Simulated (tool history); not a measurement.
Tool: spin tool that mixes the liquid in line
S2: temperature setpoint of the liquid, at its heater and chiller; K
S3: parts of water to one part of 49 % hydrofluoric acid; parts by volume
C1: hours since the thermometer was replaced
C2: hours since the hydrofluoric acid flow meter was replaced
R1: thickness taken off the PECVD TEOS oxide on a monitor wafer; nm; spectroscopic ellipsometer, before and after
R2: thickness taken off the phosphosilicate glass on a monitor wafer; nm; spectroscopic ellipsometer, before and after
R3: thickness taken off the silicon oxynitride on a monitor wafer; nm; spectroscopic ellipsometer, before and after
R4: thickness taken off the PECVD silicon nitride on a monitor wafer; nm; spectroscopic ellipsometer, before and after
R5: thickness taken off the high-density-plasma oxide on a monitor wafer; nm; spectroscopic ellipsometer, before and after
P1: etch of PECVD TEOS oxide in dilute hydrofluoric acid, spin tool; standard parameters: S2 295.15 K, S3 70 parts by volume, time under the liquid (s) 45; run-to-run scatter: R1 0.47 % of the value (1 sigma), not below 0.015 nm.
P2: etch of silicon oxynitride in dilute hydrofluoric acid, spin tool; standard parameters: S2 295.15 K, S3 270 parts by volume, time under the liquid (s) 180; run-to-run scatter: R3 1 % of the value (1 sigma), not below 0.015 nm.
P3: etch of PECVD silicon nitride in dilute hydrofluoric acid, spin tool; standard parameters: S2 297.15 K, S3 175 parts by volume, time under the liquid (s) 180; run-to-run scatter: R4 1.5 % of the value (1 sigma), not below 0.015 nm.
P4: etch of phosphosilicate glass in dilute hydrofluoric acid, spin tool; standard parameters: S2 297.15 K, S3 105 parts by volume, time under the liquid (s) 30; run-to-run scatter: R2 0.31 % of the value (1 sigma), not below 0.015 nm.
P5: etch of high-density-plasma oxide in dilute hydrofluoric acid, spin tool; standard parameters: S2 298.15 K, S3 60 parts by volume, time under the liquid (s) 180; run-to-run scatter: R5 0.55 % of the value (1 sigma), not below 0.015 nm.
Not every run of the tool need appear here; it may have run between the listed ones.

Run 1, hour 5.3: process that ran P1, S2 295.15 K, S3 70 parts by volume, time under the liquid (s) 45; C1 1660.5; C2 452.1. Result: R1 13.8900 nm.
Run 2, hour 9.8: process that ran P4, S2 297.15 K, S3 105 parts by volume, time under the liquid (s) 30; C1 1665.0; C2 456.6. Result: R2 23.721 nm.
Run 3, hour 13.9: process that ran P1, S2 302.15 K, S3 70 parts by volume, time under the liquid (s) 45; C1 1669.1; C2 460.7. Result: R1 18.3220 nm.
Run 4, hour 19.8: process that ran P2, S2 295.15 K, S3 270 parts by volume, time under the liquid (s) 80; C1 1675.0; C2 466.6. Result: R3 1.1284 nm.
Run 5, hour 24.8: process that ran P4, S2 297.15 K, S3 105 parts by volume, time under the liquid (s) 60; C1 1680.0; C2 471.6. Result: R2 47.566 nm.
Run 6, hour 27.7: process that ran P1, S2 291.65 K, S3 70 parts by volume, time under the liquid (s) 45; C1 1682.9; C2 474.5. Result: R1 12.0210 nm.
Run 7, hour 33.4: process that ran P3, S2 297.15 K, S3 55 parts by volume, time under the liquid (s) 180; C1 1688.6; C2 480.2. Result: R4 5.3051 nm.
Run 8, hour 39.0: process that ran P1, S2 295.15 K, S3 115 parts by volume, time under the liquid (s) 45; C1 1694.2; C2 485.8. Result: R1 8.0551 nm.
Run 9, hour 44.2: process that ran P1, S2 295.15 K, S3 40 parts by volume, time under the liquid (s) 45; C1 1699.4; C2 491.0. Result: R1 25.0050 nm.
Run 10, hour 47.9: process that ran P1, S2 295.15 K, S3 70 parts by volume, time under the liquid (s) 65; C1 1703.1; C2 494.7. Result: R1 19.9160 nm.
Run 11, hour 54.3: process that ran P2, S2 295.15 K, S3 270 parts by volume, time under the liquid (s) 180; C1 1709.5; C2 501.1. Result: R3 2.5753 nm.
Run 12, hour 57.3: process that ran P3, S2 292.15 K, S3 175 parts by volume, time under the liquid (s) 180; C1 1712.5; C2 504.1. Result: R4 1.2396 nm.
Run 13, hour 63.4: process that ran P4, S2 297.15 K, S3 55 parts by volume, time under the liquid (s) 30; C1 1718.6; C2 510.2. Result: R2 48.344 nm.
Run 14, hour 67.9: process that ran P1, S2 295.15 K, S3 95 parts by volume, time under the liquid (s) 25; C1 1723.1; C2 514.7. Result: R1 5.4812 nm.
Run 15, hour 72.6: process that ran P5, S2 294.15 K, S3 60 parts by volume, time under the liquid (s) 180; C1 1727.8; C2 519.4. Result: R5 18.740 nm.
Run 16, hour 77.1: process that ran P5, S2 298.15 K, S3 60 parts by volume, time under the liquid (s) 180; C1 1732.3; C2 523.9. Result: R5 21.911 nm.
Run 17, hour 82.1: process that ran P4, S2 290.15 K, S3 105 parts by volume, time under the liquid (s) 30; C1 1737.3; C2 528.9. Result: R2 17.863 nm.
Run 18, hour 88.4: process that ran P5, S2 298.15 K, S3 60 parts by volume, time under the liquid (s) 180; C1 1743.6; C2 535.2. Result: R5 21.950 nm.
Run 19, hour 94.8: process that ran P3, S2 297.15 K, S3 175 parts by volume, time under the liquid (s) 180; C1 1750.0; C2 541.6. Result: R4 1.7299 nm.
Run 20, hour 99.6: process that ran P1, S2 295.15 K, S3 70 parts by volume, time under the liquid (s) 15; C1 1754.8; C2 546.4. Result: R1 4.6097 nm.
Run 21, hour 104.2: process that ran P2, S2 295.15 K, S3 95 parts by volume, time under the liquid (s) 180; C1 1759.4; C2 551.0. Result: R3 8.1562 nm.
Run 22, hour 107.2: process that ran P5, S2 298.15 K, S3 60 parts by volume, time under the liquid (s) 15; C1 1762.4; C2 554.0. Result: R5 1.838 nm.
Run 23, hour 112.9: process that ran P3, S2 297.15 K, S3 175 parts by volume, time under the liquid (s) 315; C1 1768.1; C2 559.7. Result: R4 2.9618 nm.
Run 24, hour 116.7: process that ran P5, S2 298.15 K, S3 20 parts by volume, time under the liquid (s) 180; C1 1771.9; C2 563.5. Result: R5 69.923 nm.
Run 25, hour 120.2: process that ran P1, S2 303.15 K, S3 20 parts by volume, time under the liquid (s) 45; C1 1775.4; C2 567.0. Result: R1 72.0760 nm.
Run 26, hour 124.7: process that ran P1, S2 295.15 K, S3 45 parts by volume, time under the liquid (s) 65; C1 1779.9; C2 571.5. Result: R1 32.0830 nm.
Run 27, hour 130.6: process that ran P4, S2 297.15 K, S3 105 parts by volume, time under the liquid (s) 30; C1 1785.8; C2 577.4. Result: R2 23.683 nm.
Run 28, hour 134.7: process that ran P2, S2 299.15 K, S3 270 parts by volume, time under the liquid (s) 180; C1 1789.9; C2 581.5. Result: R3 2.9887 nm.
Run 29, hour 137.9: process that ran P3, S2 297.15 K, S3 175 parts by volume, time under the liquid (s) 180; C1 1793.1; C2 584.7. Result: R4 1.7087 nm.
Run 30, hour 141.2: process that ran P1, S2 295.15 K, S3 70 parts by volume, time under the liquid (s) 45; C1 1796.4; C2 588.0. Result: R1 13.7780 nm.
Run 31, hour 145.6: process that ran P1, S2 295.15 K, S3 70 parts by volume, time under the liquid (s) 45; C1 1800.8; C2 592.4. Result: R1 13.8640 nm.
Run 32, hour 150.1: process that ran P1, S2 295.15 K, S3 70 parts by volume, time under the liquid (s) 45; C1 1805.3; C2 596.9. Result: R1 13.8100 nm.
Run 33, hour 154.1: process that ran P1, S2 295.15 K, S3 70 parts by volume, time under the liquid (s) 45; C1 1809.3; C2 600.9. Result: R1 13.8860 nm.
Run 34, hour 160.3: process that ran P1, S2 295.15 K, S3 70 parts by volume, time under the liquid (s) 45; C1 1815.5; C2 607.1. Result: R1 13.3740 nm.
Run 35, hour 166.7: process that ran P1, S2 295.15 K, S3 70 parts by volume, time under the liquid (s) 45; C1 1821.9; C2 613.5. Result: R1 13.1400 nm.
Run 36, hour 171.7: process that ran P1, S2 295.15 K, S3 70 parts by volume, time under the liquid (s) 45; C1 1826.9; C2 618.5. Result: R1 12.8090 nm.
Run 37, hour 174.8: process that ran P1, S2 295.15 K, S3 70 parts by volume, time under the liquid (s) 45; C1 1830.0; C2 621.6. Result: R1 12.8900 nm.
Run 38, hour 179.0: process that ran P1, S2 295.15 K, S3 70 parts by volume, time under the liquid (s) 45; C1 1834.2; C2 625.8. Result: R1 12.8230 nm.
Run 39, hour 182.6: process that ran P1, S2 295.15 K, S3 70 parts by volume, time under the liquid (s) 45; C1 1837.8; C2 629.4. Result: R1 12.7190 nm.
Run 40, hour 187.0: process that ran P1, S2 295.15 K, S3 70 parts by volume, time under the liquid (s) 45; C1 1842.2; C2 633.8. Result: R1 12.6320 nm.
Run 41, hour 193.3: process that ran P1, S2 295.15 K, S3 70 parts by volume, time under the liquid (s) 45; C1 1848.5; C2 640.1. Result: R1 12.6570 nm.

Estimate the outcome of run 42 from the log above:
Run 42, hour 199.5: process that ran P1, S2 295.15 K, S3 70 parts by volume, time under the liquid (s) 45; C1 1854.7; C2 646.3. Result: R1 ?.

Run 42 came out at R1 12.7050 nm.
